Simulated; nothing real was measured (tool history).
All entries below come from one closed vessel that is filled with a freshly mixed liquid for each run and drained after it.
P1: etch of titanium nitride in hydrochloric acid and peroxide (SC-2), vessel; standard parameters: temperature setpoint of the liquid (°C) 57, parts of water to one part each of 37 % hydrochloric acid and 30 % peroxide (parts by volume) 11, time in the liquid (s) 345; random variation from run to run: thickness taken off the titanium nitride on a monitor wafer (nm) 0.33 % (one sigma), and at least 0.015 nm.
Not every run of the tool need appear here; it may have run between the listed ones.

run	day	temperature setpoint of the liquid (°C)	parts of water to one part each of 37 % hydrochloric acid and 30 % peroxide (parts by volume)	time in the liquid (s)	thickness taken off the titanium nitride on a monitor wafer (nm)
1	0.312	57	11	345	12.375
2	0.542	45.5	11	345	5.7864
3	0.896	57	11	345	12.318
4	1.133	50	11	175	3.9886
5	1.396	72	11	345	30.955
6	1.621	57	20	345	7.3764
7	1.821	57	11	115	4.0893
8	2.171	57	11	345	12.372
9	2.367	57	11	345	12.461
10	2.625	57	11	345	12.426
11	2.967	57	11	345	12.414
12	3.275	57	4	345	26.853
13	3.442	57	11	530	18.915
14	3.725	45	11	550	8.9079
15	3.942	57	11	345	12.367
16	4.238	57	11	345	12.763
17	4.575	57	11	345	13.151
18	4.762	57	11	345	13.185
19	4.938	57	11	345	13.322

Run 20 is up next; what results do you expect?
20	5.125	57	11	345	?

thickness taken off the titanium nitride on a monitor wafer (nm): 13.258

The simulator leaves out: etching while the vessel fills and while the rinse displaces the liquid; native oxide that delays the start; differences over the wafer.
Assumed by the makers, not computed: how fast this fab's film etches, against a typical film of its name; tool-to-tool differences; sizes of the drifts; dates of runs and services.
